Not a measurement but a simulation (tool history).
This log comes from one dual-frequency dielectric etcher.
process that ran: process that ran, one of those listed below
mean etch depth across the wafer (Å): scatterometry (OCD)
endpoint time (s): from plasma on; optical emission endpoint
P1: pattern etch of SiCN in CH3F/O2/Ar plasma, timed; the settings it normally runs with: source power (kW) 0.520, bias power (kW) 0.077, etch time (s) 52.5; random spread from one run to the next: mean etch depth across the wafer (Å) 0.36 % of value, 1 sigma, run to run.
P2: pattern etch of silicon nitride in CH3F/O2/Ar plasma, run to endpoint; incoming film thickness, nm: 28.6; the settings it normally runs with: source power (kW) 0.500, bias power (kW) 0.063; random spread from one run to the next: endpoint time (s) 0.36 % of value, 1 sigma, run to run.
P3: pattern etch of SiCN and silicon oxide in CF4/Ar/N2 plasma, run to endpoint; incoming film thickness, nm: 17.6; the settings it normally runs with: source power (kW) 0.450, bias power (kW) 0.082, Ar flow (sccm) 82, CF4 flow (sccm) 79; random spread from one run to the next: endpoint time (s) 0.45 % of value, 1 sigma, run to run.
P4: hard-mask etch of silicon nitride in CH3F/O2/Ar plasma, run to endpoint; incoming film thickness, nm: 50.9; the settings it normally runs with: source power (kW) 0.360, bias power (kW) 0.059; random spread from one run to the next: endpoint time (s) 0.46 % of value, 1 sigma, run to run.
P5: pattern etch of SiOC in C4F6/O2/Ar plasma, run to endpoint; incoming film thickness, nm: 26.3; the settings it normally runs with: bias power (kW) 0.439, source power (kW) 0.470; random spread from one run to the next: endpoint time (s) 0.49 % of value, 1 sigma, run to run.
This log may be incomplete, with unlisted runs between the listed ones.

run,hour,process that ran,source power (kW),bias power (kW),etch time (s),Ar flow (sccm),CF4 flow (sccm),mean etch depth across the wafer (Å),endpoint time (s)
1,6.1,P1,0.520,0.077,52.5,,,222.86,
2,10.4,P1,0.520,0.077,33.0,,,140.07,
3,16.2,P1,0.520,0.077,52.5,,,221.18,
4,20.4,P1,0.630,0.077,29.0,,,131.72,
5,28.2,P3,0.450,0.082,,82,107,,18.5710
6,36.3,P3,0.610,0.082,,82,79,,14.7160
7,42.9,P3,0.450,0.082,,82,79,,19.2320
8,50.8,P1,0.520,0.099,52.5,,,244.30,
9,58.3,P4,0.360,0.059,,,,,79.8440
10,66.7,P2,0.500,0.075,,,,,37.1380
11,72.7,P5,0.470,0.439,,,,,8.8666
12,79.7,P3,0.450,0.114,,82,79,,17.1270
13,85.5,P5,0.380,0.439,,,,,9.6834
14,92.9,P1,0.520,0.077,65.5,,,279.22,
15,97.1,P4,0.280,0.059,,,,,88.0370
16,101.3,P1,0.370,0.077,52.5,,,194.36,
17,107.7,P2,0.500,0.063,,,,,39.2950
18,116.5,P2,0.650,0.063,,,,,35.5420

What will run 19 give?
19,123.3,P1,0.520,0.077,52.5,,,?,

mean etch depth across the wafer (Å): 221.36
